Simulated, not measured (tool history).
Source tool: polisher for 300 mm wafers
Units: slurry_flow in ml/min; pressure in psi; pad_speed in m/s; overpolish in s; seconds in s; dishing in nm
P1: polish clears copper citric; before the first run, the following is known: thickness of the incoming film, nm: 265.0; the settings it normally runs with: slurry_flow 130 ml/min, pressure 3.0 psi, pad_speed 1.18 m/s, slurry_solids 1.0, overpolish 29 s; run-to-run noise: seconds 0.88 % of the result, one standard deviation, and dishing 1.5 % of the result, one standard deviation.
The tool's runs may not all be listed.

{"run": 1, "hour": 11.1, "slurry_flow": 130, "pressure": 3.0, "pad_speed": 1.18, "slurry_solids": 1.0, "overpolish": 29, "seconds": 91.928, "dishing": 55.404}
{"run": 2, "hour": 18.2, "slurry_flow": 130, "pressure": 3.0, "pad_speed": 1.18, "slurry_solids": 1.0, "overpolish": 14, "seconds": 91.699, "dishing": 28.831}
{"run": 3, "hour": 29.1, "slurry_flow": 190, "pressure": 3.0, "pad_speed": 1.18, "slurry_solids": 1.0, "overpolish": 29, "seconds": 86.838, "dishing": 57.247}
{"run": 4, "hour": 38.8, "slurry_flow": 130, "pressure": 4.6, "pad_speed": 1.18, "slurry_solids": 1.0, "overpolish": 29, "seconds": 59.471, "dishing": 77.813}
{"run": 5, "hour": 45.0, "slurry_flow": 130, "pressure": 3.0, "pad_speed": 1.18, "slurry_solids": 1.0, "overpolish": 29, "seconds": 91.643, "dishing": 55.703}
{"run": 6, "hour": 54.0, "slurry_flow": 130, "pressure": 1.5, "pad_speed": 1.18, "slurry_solids": 1.0, "overpolish": 29, "seconds": 178.57, "dishing": 28.992}
{"run": 7, "hour": 66.8, "slurry_flow": 130, "pressure": 3.0, "pad_speed": 1.18, "slurry_solids": 1.0, "overpolish": 29, "seconds": 90.229, "dishing": 54.662}
{"run": 8, "hour": 73.2, "slurry_flow": 130, "pressure": 3.0, "pad_speed": 0.54, "slurry_solids": 1.0, "overpolish": 29, "seconds": 194.66, "dishing": 28.256}
{"run": 9, "hour": 83.9, "slurry_flow": 130, "pressure": 3.0, "pad_speed": 1.18, "slurry_solids": 1.5, "overpolish": 29, "seconds": 83.43, "dishing": 57.206}
{"run": 10, "hour": 91.9, "slurry_flow": 130, "pressure": 3.0, "pad_speed": 1.18, "slurry_solids": 0.7, "overpolish": 29, "seconds": 99.797, "dishing": 50.751}
{"run": 11, "hour": 97.7, "slurry_flow": 130, "pressure": 3.0, "pad_speed": 1.18, "slurry_solids": 1.0, "overpolish": 49, "seconds": 91.611, "dishing": 82.525}
{"run": 12, "hour": 107.2, "slurry_flow": 130, "pressure": 3.0, "pad_speed": 1.18, "slurry_solids": 1.0, "overpolish": 29, "seconds": 92.054, "dishing": 55.615}
{"run": 13, "hour": 117.1, "slurry_flow": 130, "pressure": 3.0, "pad_speed": 1.18, "slurry_solids": 1.0, "overpolish": 29, "seconds": 91.739, "dishing": 55.618}
{"run": 14, "hour": 123.2, "slurry_flow": 80, "pressure": 3.0, "pad_speed": 1.18, "slurry_solids": 1.0, "overpolish": 29, "seconds": 103.57, "dishing": 49.405}
{"run": 15, "hour": 130.4, "slurry_flow": 130, "pressure": 3.0, "pad_speed": 1.18, "slurry_solids": 1.0, "overpolish": 29, "seconds": 90.669, "dishing": 53.192}
{"run": 16, "hour": 138.6, "slurry_flow": 130, "pressure": 3.0, "pad_speed": 1.74, "slurry_solids": 1.0, "overpolish": 52, "seconds": 62.378, "dishing": 108.7}
{"run": 17, "hour": 150.3, "slurry_flow": 130, "pressure": 3.0, "pad_speed": 1.82, "slurry_solids": 1.0, "overpolish": 29, "seconds": 58.964, "dishing": 77.382}
{"run": 18, "hour": 162.9, "slurry_flow": 130, "pressure": 3.0, "pad_speed": 1.18, "slurry_solids": 1.0, "overpolish": 29, "seconds": 92.062, "dishing": 54.598}
{"run": 19, "hour": 174.9, "slurry_flow": 130, "pressure": 3.0, "pad_speed": 1.18, "slurry_solids": 1.0, "overpolish": 29, "seconds": 96.059, "dishing": 53.629}
{"run": 20, "hour": 184.0, "slurry_flow": 130, "pressure": 3.0, "pad_speed": 1.18, "slurry_solids": 1.0, "overpolish": 29, "seconds": 97.144, "dishing": 52.656}
{"run": 21, "hour": 190.8, "slurry_flow": 130, "pressure": 3.0, "pad_speed": 1.18, "slurry_solids": 1.0, "overpolish": 29, "seconds": 98.924, "dishing": 50.881}
{"run": 22, "hour": 200.9, "slurry_flow": 130, "pressure": 3.0, "pad_speed": 1.18, "slurry_solids": 1.0, "overpolish": 29, "seconds": 100.63, "dishing": 49.896}

What will run 23 give?
{"run": 23, "hour": 207.0, "slurry_flow": 130, "pressure": 3.0, "pad_speed": 1.18, "slurry_solids": 1.0, "overpolish": 29, "seconds": "?", "dishing": "?"}

seconds: 101.110 s
dishing: 50.942 nm
